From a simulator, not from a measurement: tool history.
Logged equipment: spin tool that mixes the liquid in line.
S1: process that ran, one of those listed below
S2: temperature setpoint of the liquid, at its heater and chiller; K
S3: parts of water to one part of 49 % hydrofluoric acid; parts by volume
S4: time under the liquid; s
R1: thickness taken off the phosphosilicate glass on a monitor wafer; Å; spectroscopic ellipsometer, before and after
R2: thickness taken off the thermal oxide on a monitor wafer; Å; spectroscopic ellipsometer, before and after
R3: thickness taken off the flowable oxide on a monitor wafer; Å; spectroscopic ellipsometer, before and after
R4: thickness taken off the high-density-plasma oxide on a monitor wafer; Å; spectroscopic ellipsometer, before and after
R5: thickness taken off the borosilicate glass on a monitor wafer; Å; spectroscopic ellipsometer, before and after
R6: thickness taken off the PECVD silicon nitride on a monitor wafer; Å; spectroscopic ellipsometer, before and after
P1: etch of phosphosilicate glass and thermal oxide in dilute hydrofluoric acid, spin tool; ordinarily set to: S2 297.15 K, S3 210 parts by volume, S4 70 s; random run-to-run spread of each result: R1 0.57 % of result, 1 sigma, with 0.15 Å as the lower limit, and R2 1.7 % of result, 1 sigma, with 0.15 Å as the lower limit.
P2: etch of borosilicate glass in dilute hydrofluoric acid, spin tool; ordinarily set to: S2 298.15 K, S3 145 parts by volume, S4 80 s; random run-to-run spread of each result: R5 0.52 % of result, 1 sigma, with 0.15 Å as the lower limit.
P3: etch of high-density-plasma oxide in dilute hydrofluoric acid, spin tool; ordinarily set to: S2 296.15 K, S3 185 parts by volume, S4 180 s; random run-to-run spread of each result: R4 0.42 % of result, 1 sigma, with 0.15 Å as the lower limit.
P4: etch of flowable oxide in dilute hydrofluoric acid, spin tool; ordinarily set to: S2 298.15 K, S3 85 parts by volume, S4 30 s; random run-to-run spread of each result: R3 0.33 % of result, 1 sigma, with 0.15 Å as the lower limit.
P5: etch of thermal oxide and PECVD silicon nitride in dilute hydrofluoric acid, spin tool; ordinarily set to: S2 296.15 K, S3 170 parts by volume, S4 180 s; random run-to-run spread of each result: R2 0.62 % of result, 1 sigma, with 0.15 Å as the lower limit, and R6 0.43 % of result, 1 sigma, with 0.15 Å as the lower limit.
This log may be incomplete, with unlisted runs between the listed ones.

Run 1, hour 10.4: S1 P1, S2 297.15 K, S3 210 parts by volume, S4 70 s. Result: R1 205.89 Å, R2 14.7610 Å.
Run 2, hour 19.8: S1 P4, S2 298.15 K, S3 85 parts by volume, S4 30 s. Result: R3 113.880 Å.
Run 3, hour 27.8: S1 P1, S2 297.15 K, S3 210 parts by volume, S4 70 s. Result: R1 208.78 Å, R2 13.6110 Å.
Run 4, hour 36.6: S1 P1, S2 297.15 K, S3 210 parts by volume, S4 35 s. Result: R1 103.04 Å, R2 7.0340 Å.
Run 5, hour 48.1: S1 P4, S2 298.15 K, S3 85 parts by volume, S4 30 s. Result: R3 114.430 Å.
Run 6, hour 61.3: S1 P1, S2 290.65 K, S3 210 parts by volume, S4 70 s. Result: R1 161.70 Å, R2 11.0070 Å.
Run 7, hour 71.3: S1 P3, S2 296.15 K, S3 185 parts by volume, S4 180 s. Result: R4 49.383 Å.
Run 8, hour 77.3: S1 P2, S2 290.15 K, S3 145 parts by volume, S4 80 s. Result: R5 95.051 Å.
Run 9, hour 88.9: S1 P1, S2 297.15 K, S3 210 parts by volume, S4 70 s. Result: R1 206.60 Å, R2 14.0860 Å.
Run 10, hour 101.1: S1 P2, S2 298.15 K, S3 145 parts by volume, S4 145 s. Result: R5 235.540 Å.
Run 11, hour 108.7: S1 P2, S2 298.15 K, S3 145 parts by volume, S4 80 s. Result: R5 130.530 Å.
Run 12, hour 119.6: S1 P1, S2 297.15 K, S3 335 parts by volume, S4 70 s. Result: R1 112.55 Å, R2 7.7554 Å.
Run 13, hour 132.9: S1 P5, S2 296.15 K, S3 300 parts by volume, S4 180 s. Result: R2 22.5240 Å, R6 31.643 Å.
Run 14, hour 141.4: S1 P1, S2 302.15 K, S3 210 parts by volume, S4 70 s. Result: R1 246.84 Å, R2 16.8350 Å.
Run 15, hour 148.1: S1 P1, S2 303.65 K, S3 210 parts by volume, S4 40 s. Result: R1 148.59 Å, R2 10.1440 Å.
Run 16, hour 157.9: S1 P4, S2 298.15 K, S3 85 parts by volume, S4 15 s. Result: R3 56.702 Å.
Run 17, hour 169.9: S1 P3, S2 301.15 K, S3 185 parts by volume, S4 180 s. Result: R4 59.398 Å.
Run 18, hour 180.9: S1 P1, S2 297.15 K, S3 210 parts by volume, S4 70 s. Result: R1 205.70 Å, R2 13.6790 Å.
Run 19, hour 189.8: S1 P5, S2 296.15 K, S3 170 parts by volume, S4 180 s. Result: R2 45.1010 Å, R6 55.707 Å.
Run 20, hour 195.5: S1 P1, S2 297.15 K, S3 360 parts by volume, S4 125 s. Result: R1 185.09 Å, R2 12.6610 Å.
Run 21, hour 203.3: S1 P2, S2 298.15 K, S3 245 parts by volume, S4 80 s. Result: R5 69.623 Å.
Run 22, hour 216.6: S1 P4, S2 298.15 K, S3 145 parts by volume, S4 30 s. Result: R3 62.183 Å.
Run 23, hour 228.4: S1 P5, S2 296.15 K, S3 170 parts by volume, S4 355 s. Result: R2 89.6480 Å, R6 109.840 Å.
Run 24, hour 235.4: S1 P4, S2 290.65 K, S3 85 parts by volume, S4 30 s. Result: R3 83.920 Å.
Run 25, hour 247.8: S1 P3, S2 296.15 K, S3 330 parts by volume, S4 180 s. Result: R4 24.127 Å.
Run 26, hour 260.3: S1 P5, S2 296.15 K, S3 170 parts by volume, S4 180 s. Result: R2 46.0660 Å, R6 55.163 Å.
Run 27, hour 269.2: S1 P1, S2 297.15 K, S3 85 parts by volume, S4 70 s. Result: R1 594.86 Å, R2 39.4310 Å.

The next listed run, before its measurement:
Run 28, hour 275.6: S1 P5, S2 301.15 K, S3 170 parts by volume, S4 180 s. Result: R2 ?, R6 ?.

{"run 28": {"R2": 54.371, "R6": 75.737}}
